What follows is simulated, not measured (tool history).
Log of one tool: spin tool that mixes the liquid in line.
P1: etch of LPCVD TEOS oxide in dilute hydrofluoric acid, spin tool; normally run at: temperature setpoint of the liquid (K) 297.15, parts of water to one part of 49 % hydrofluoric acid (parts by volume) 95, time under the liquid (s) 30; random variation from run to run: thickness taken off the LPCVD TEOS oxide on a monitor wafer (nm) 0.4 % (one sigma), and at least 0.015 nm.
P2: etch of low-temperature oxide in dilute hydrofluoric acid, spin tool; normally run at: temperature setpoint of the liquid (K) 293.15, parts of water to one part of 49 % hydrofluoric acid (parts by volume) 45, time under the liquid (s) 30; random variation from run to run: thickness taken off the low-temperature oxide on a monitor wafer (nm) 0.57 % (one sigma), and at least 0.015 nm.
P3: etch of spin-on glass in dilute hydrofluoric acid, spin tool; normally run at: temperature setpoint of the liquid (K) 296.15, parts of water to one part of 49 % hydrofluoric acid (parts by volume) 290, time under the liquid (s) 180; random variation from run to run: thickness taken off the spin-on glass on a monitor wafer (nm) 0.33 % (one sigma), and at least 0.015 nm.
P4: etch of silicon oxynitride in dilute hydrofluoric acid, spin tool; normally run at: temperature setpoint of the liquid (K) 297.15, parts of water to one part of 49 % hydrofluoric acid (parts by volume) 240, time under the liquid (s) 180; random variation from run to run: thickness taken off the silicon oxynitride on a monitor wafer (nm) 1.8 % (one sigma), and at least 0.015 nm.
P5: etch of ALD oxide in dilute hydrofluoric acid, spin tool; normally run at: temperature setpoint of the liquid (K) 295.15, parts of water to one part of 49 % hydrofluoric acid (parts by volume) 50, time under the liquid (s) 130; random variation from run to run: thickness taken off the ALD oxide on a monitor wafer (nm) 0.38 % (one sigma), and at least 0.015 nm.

run,day,process that ran,temperature setpoint of the liquid (K),parts of water to one part of 49 % hydrofluoric acid (parts by volume),time under the liquid (s),hours since the thermometer was replaced,hours since the hydrofluoric acid flow meter was replaced,thickness taken off the LPCVD TEOS oxide on a monitor wafer (nm),thickness taken off the silicon oxynitride on a monitor wafer (nm),thickness taken off the ALD oxide on a monitor wafer (nm),thickness taken off the spin-on glass on a monitor wafer (nm),thickness taken off the low-temperature oxide on a monitor wafer (nm)
1,0.512,P1,297.15,95,30,1298.4,580.9,17.7160,,,,
2,0.821,P1,297.15,95,30,1305.8,588.3,17.7200,,,,
3,1.129,P4,290.15,240,180,1313.2,595.7,,1.098600,,,
4,1.646,P5,295.15,50,130,1325.6,608.1,,,26.1680,,
5,2.117,P3,296.15,290,180,1336.9,619.4,,,,18.3690,
6,2.421,P2,293.15,45,30,1344.2,626.7,,,,,15.797
7,2.771,P2,293.15,45,30,1352.6,635.1,,,,,15.819
8,3.296,P1,297.15,95,30,1365.2,647.7,17.7600,,,,
9,3.783,P1,297.15,95,50,1376.9,659.4,29.4530,,,,
10,4.025,P5,295.15,50,130,1382.7,665.2,,,26.2330,,
11,4.367,P2,300.15,45,30,1390.9,673.4,,,,,21.122
12,4.867,P1,297.15,50,30,1402.9,685.4,35.7530,,,,
13,5.379,P4,297.15,145,180,1415.2,697.7,,2.528600,,,
14,5.858,P1,303.65,95,30,1426.7,709.2,22.7160,,,,
15,6.188,P1,301.15,50,30,1434.6,717.1,41.8700,,,,
16,6.708,P1,297.15,95,30,1447.1,729.6,17.6040,,,,
17,6.967,P3,303.65,290,180,1453.3,735.8,,,,23.7200,
18,7.488,P5,295.15,90,130,1465.8,748.3,,,13.7570,,
19,8.012,P4,297.15,240,15,1478.4,760.9,,0.084861,,,
20,8.517,P2,293.15,20,30,1490.5,773.0,,,,,36.303
21,8.812,P3,296.15,290,340,1497.6,780.1,,,,34.6210,
22,9.225,P1,297.15,95,30,1507.5,790.0,17.7900,,,,
23,9.488,P1,297.15,95,15,1513.8,796.3,8.9009,,,,
24,9.988,P3,296.15,510,180,1525.8,808.3,,,,8.5683,
25,10.475,P4,297.15,240,180,1537.5,820.0,,1.502800,,,
26,10.975,P5,295.15,50,30,1549.5,832.0,,,6.0373,,
27,11.342,P1,290.15,95,30,1558.3,840.8,13.1690,,,,
28,11.875,P2,293.15,45,15,1571.1,853.6,,,,,7.808
29,12.383,P5,298.65,50,130,1583.3,865.8,,,29.9470,,
30,12.879,P1,304.65,50,30,1595.2,877.7,48.4110,,,,
31,13.362,P3,296.15,290,180,1606.8,889.3,,,,18.4080,
32,13.792,P1,297.15,175,30,1617.1,899.6,8.7701,,,,
33,14.212,P1,297.15,95,30,1627.2,909.7,17.6430,,,,
34,14.688,P1,297.15,95,30,1638.6,921.1,18.1600,,,,
35,15.067,P1,297.15,95,30,1647.7,930.2,18.5310,,,,
36,15.479,P1,297.15,95,30,1657.6,940.1,18.8500,,,,
37,15.833,P1,297.15,95,30,1666.1,948.6,18.9320,,,,
38,16.333,P1,297.15,95,30,1678.1,960.6,18.9300,,,,
39,16.604,P1,297.15,95,30,1684.6,967.1,19.0570,,,,
40,17.075,P1,297.15,95,30,1695.9,978.4,19.0210,,,,
41,17.558,P1,297.15,95,30,1707.5,990.0,19.0780,,,,
42,18.017,P1,297.15,95,30,1718.5,1001.0,19.0660,,,,
43,18.375,P1,297.15,95,30,1727.1,1009.6,19.1200,,,,

What P1 gives has crept away from where it was. These 2 causes fit the log equally well, each at the size given:
A: hydrofluoric acid flow above the setpoint (%) = 7.46
B: liquid hotter than its thermometer reads (K) = 2.04
The creep began at about day 14.212.

4 check runs are offered, one wafer each, their results left as question marks. Which one tells the causes apart?
check 1,18.733,P2,299.65,45,30,,,,,,,?
check 2,18.733,P3,302.65,475,180,,,,,,?,
check 3,18.733,P4,297.15,155,180,,,,?,,,
check 4,18.733,P5,295.15,75,130,,,,,?,,

What each check would give under each cause:
check,result,if A,if B
check 1,thickness taken off the low-temperature oxide on a monitor wafer (nm),22.216,22.343
check 2,thickness taken off the spin-on glass on a monitor wafer (nm),12.8460,12.2890
check 3,thickness taken off the silicon oxynitride on a monitor wafer (nm),2.598400,2.629500
check 4,thickness taken off the ALD oxide on a monitor wafer (nm),18.2200,18.3050
How far apart the two closest causes lie, in the result that separates them most: check 1 0.57 %; check 2 4.43 %; check 3 1.19 %; check 4 0.47 %
Only check 2 tells the causes apart: in the others they would give nearly the same result.

Check 2 was then run and gave: thickness taken off the spin-on glass on a monitor wafer (nm) 12.7830. Which cause is it?

It is A: hydrofluoric acid flow above the setpoint (%).
